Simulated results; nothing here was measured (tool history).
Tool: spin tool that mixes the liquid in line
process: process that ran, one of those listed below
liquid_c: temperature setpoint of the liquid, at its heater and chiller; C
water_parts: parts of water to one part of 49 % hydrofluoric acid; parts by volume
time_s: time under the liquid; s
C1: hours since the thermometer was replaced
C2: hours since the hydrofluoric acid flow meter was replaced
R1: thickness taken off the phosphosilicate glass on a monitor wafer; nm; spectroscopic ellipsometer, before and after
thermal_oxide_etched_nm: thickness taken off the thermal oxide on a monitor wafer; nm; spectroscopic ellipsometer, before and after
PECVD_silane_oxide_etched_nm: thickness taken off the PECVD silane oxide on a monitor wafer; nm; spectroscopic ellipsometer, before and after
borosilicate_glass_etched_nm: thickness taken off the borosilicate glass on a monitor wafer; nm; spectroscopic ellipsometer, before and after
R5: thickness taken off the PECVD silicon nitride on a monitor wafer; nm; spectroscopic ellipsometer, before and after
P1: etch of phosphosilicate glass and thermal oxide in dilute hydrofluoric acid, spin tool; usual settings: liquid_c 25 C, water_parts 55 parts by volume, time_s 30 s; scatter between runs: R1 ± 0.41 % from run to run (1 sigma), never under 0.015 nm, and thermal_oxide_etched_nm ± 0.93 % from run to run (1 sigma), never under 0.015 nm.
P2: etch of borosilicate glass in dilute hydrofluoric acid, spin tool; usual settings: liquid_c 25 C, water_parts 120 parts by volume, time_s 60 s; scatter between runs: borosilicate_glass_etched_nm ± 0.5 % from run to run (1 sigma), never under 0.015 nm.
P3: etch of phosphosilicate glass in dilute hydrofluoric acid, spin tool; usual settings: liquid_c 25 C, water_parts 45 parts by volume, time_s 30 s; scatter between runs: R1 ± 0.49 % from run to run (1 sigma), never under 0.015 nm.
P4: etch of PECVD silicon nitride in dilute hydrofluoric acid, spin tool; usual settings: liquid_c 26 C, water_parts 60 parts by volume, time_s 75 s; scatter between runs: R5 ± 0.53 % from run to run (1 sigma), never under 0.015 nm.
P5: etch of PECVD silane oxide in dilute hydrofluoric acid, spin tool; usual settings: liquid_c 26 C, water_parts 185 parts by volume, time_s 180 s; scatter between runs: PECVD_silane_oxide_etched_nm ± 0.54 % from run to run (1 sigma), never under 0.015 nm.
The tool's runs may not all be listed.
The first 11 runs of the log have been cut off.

run 12 hour=83.4 | process=P4 liquid_c=26 water_parts=105 time_s=75 | C1=1393.3 C2=37.6 | R5=2.2823
run 13 hour=93.1 | process=P1 liquid_c=25 water_parts=55 time_s=30 | C1=1403 C2=47.3 | R1=94.176 thermal_oxide_etched_nm=2.9341
run 14 hour=101.5 | process=P4 liquid_c=26 water_parts=60 time_s=75 | C1=1411.4 C2=55.7 | R5=3.9349
run 15 hour=109.2 | process=P1 liquid_c=25 water_parts=90 time_s=30 | C1=1419.1 C2=63.4 | R1=55.11 thermal_oxide_etched_nm=1.7286
run 16 hour=113.8 | process=P1 liquid_c=31 water_parts=20 time_s=30 | C1=1423.7 C2=68 | R1=347.93 thermal_oxide_etched_nm=11.013
run 17 hour=120.6 | process=P1 liquid_c=25 water_parts=55 time_s=15 | C1=1430.5 C2=74.8 | R1=46.954 thermal_oxide_etched_nm=1.4901
run 18 hour=126.5 | process=P5 liquid_c=26 water_parts=185 time_s=315 | C1=1436.4 C2=80.7 | PECVD_silane_oxide_etched_nm=27.475
run 19 hour=135 | process=P2 liquid_c=25 water_parts=120 time_s=60 | C1=1444.9 C2=89.2 | borosilicate_glass_etched_nm=19.332
run 20 hour=144.9 | process=P1 liquid_c=25 water_parts=55 time_s=30 | C1=1454.8 C2=99.1 | R1=93.941 thermal_oxide_etched_nm=2.892
run 21 hour=153.3 | process=P4 liquid_c=31 water_parts=60 time_s=75 | C1=1463.2 C2=107.5 | R5=5.4432
run 22 hour=161.5 | process=P3 liquid_c=25 water_parts=75 time_s=30 | C1=1471.4 C2=115.7 | R1=48.406
run 23 hour=170.8 | process=P1 liquid_c=17 water_parts=55 time_s=30 | C1=1480.7 C2=125 | R1=67.433 thermal_oxide_etched_nm=2.1031
run 24 hour=176.6 | process=P2 liquid_c=25 water_parts=120 time_s=60 | C1=1486.5 C2=130.8 | borosilicate_glass_etched_nm=19.344

What will run 25 give?
run 25 hour=183.7 | process=P3 liquid_c=29.5 water_parts=45 time_s=30 | C1=1493.6 C2=137.9 | R1=?

For run 25 the tool returned R1 101.72 nm.
